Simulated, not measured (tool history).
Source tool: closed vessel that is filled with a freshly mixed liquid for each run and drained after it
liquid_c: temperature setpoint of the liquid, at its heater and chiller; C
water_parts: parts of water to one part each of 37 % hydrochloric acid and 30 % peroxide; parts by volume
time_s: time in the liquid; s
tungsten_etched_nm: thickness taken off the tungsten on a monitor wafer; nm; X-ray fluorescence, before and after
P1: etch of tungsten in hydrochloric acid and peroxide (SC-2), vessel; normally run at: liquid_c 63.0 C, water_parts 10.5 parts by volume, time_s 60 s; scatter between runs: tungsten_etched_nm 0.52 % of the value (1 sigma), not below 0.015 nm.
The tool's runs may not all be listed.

run     day  liquid_c  water_parts  time_s  tungsten_etched_nm
  1   0.633      63.0         10.5      60             15.0460
  2   1.296      63.0         10.5      60             15.0040
  3   1.796      63.0         10.5      60             15.0680
  4   2.358      72.0         10.5     100             42.8680
  5   2.775      63.0         10.5     120             30.1850
  6   3.196      63.0          4.0      60             31.3050
  7   3.500      63.0         10.5      60             15.0300
  8   3.983      53.0         18.5      60              4.8534
  9   4.479      72.0         10.5      60             25.8610
 10   4.979      63.0         10.5      60             15.1020
 11   5.475      63.0         18.5      60              9.1320
 12   6.038      52.5         10.5      30              3.8864
 13   6.588      52.5         10.5      60              7.7058
 14   7.142      63.0         10.5      60             15.0870
 15   7.804      63.0         10.5      30              7.4859
 16   8.217      63.0         10.5      60             14.9070
 17   8.888      63.0         10.5      60             15.6530
 18   9.438      63.0         10.5      60             15.9320
 19  10.133      63.0         10.5      60             16.1050
 20  10.442      63.0         10.5      60             16.3030
 21  10.921      63.0         10.5      60             16.3450
 22  11.379      63.0         10.5      60             16.4320
 23  11.988      63.0         10.5      60             16.3890

Run 24 is up next; what results do you expect?
 24  12.650      63.0         10.5      60                   ?

tungsten_etched_nm: 16.4270 nm
